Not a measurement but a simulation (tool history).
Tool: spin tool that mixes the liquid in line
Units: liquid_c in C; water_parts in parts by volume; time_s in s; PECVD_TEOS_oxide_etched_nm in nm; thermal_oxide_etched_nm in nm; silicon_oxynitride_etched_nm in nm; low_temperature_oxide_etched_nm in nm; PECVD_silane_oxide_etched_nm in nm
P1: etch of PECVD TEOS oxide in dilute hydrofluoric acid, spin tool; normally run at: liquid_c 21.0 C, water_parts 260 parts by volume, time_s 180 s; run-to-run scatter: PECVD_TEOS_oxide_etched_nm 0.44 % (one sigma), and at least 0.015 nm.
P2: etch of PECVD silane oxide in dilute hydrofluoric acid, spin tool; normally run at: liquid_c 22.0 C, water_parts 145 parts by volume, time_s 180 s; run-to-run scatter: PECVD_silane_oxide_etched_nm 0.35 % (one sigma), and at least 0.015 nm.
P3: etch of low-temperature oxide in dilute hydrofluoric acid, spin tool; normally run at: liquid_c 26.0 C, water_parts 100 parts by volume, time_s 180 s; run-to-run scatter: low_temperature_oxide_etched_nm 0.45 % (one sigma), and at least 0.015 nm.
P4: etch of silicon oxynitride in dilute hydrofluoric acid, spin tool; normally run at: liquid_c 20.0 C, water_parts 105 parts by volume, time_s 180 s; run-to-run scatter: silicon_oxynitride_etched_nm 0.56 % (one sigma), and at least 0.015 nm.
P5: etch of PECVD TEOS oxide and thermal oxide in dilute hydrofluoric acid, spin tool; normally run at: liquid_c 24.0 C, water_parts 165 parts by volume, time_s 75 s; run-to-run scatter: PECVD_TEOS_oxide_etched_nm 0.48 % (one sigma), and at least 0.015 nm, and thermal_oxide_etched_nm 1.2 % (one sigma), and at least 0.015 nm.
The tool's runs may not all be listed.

run   hour  process  liquid_c  water_parts  time_s  PECVD_TEOS_oxide_etched_nm  thermal_oxide_etched_nm  silicon_oxynitride_etched_nm  low_temperature_oxide_etched_nm  PECVD_silane_oxide_etched_nm
  1   16.1       P1      21.0          260     180                     6.22840
  2   27.3       P1      21.0           60     315                    58.04700
  3   43.5       P1      21.0          260     180                     6.16480
  4   51.0       P5      24.0          165      40                     6.36120                  0.98866
  5   65.8       P4      20.0          190     180                                                                             2.6562
  6   74.1       P4      17.0          105     180                                                                             4.3968
  7   81.9       P1      21.0           60     180                    33.02700
  8   90.0       P1      21.0          260      15                     0.52138
  9   98.3       P1      28.5          260     180                     8.11330
 10  113.8       P4      20.0          105     180                                                                             5.0437
 11  125.7       P5      24.0          165      75                    11.93600                  1.85440
 12  133.3       P1      21.0          260     180                     6.21200
 13  142.0       P3      26.0          100     180                                                                                                              20.500
 14  154.1       P1      21.0          260     180                     6.22680
 15  168.1       P2      22.0          245     180                                                                                                                                            8.6287
 16  175.8       P1      17.0          260     180                     5.32220
 17  186.2       P2      22.0          145     180                                                                                                                                           16.2780
 18  197.6       P3      26.0          100     265                                                                                                              30.127
 19  205.2       P1      21.0          260     360                    12.42200
 20  215.4       P5      24.0          165      75                    11.92300                  1.90010
 21  230.9       P1      17.5          260     330                     9.97090
 22  246.9       P5      24.0          275      75                     6.35030                  0.96796
 23  255.0       P2      17.0          145     180                                                                                                                                           13.3530
 24  262.5       P2      22.0          145     180                                                                                                                                           16.1980
 25  275.8       P5      29.5          165      75                    14.43500                  2.33840
 26  289.9       P2      22.0          145      15                                                                                                                                            1.3578
 27  299.9       P1      21.0          465     180                     2.84910
 28  312.9       P3      26.0          165     180                                                                                                              11.365
 29  326.6       P4      20.0          105     180                                                                             5.0963
 30  343.4       P3      17.5          100     180                                                                                                              14.569
 31  354.2       P4      20.0          105     325                                                                             9.1876
 32  362.7       P1      21.0          260     180                     6.17170
 33  371.0       P1      21.0          260     180                     6.27900
 34  387.3       P1      21.0          260     180                     6.49820
 35  398.0       P1      21.0          260     180                     6.57400
 36  407.5       P1      21.0          260     180                     6.53590
 37  418.1       P1      21.0          260     180                     6.69100
 38  432.5       P1      21.0          260     180                     6.73990
 39  444.1       P1      21.0          260     180                     6.62270
 40  451.4       P1      21.0          260     180                     6.70320
 41  464.1       P1      21.0          260     180                     6.72120
 42  480.4       P1      21.0          260     180                     6.68540
 43  489.5       P1      21.0          260     180                     6.75570

What P1 gives has crept away from where it was. These 2 causes fit the log equally well, each at the size given:
A: liquid hotter than its thermometer reads (K) = 2.29
B: hydrofluoric acid flow above the setpoint (%) = 6.95
The creep began at about hour 362.7.

4 check runs are offered, each on 3 wafers whose results are averaged, their results left as question marks. Which one tells the causes apart?
check 1  498.6       P5      24.0          220      75                           ?                        ?
check 2  498.6       P2      22.0          230      30                                                                                                                                                 ?
check 3  498.6       P4      17.0          175     180                                                                                  ?
check 4  498.6       P3      26.0          160     180                                                                                                                   ?

What each check would give under each cause:
  check                           result     if A     if B
check 1       PECVD_TEOS_oxide_etched_nm  9.13260  9.13180
check 1          thermal_oxide_etched_nm  1.45340  1.45330
check 2     PECVD_silane_oxide_etched_nm   1.7005   1.6978
check 3     silicon_oxynitride_etched_nm   2.8107   2.7123
check 4  low_temperature_oxide_etched_nm   12.944   12.885
How far apart the two closest causes lie, in the result that separates them most: check 1 0.01 %; check 2 0.16 %; check 3 3.56 %; check 4 0.46 %
Only check 3 tells the causes apart: in the others they would give nearly the same result.

Then check 3 was run and gave: silicon_oxynitride_etched_nm 2.8064 nm. Which cause is it?

It is A: liquid hotter than its thermometer reads (K).

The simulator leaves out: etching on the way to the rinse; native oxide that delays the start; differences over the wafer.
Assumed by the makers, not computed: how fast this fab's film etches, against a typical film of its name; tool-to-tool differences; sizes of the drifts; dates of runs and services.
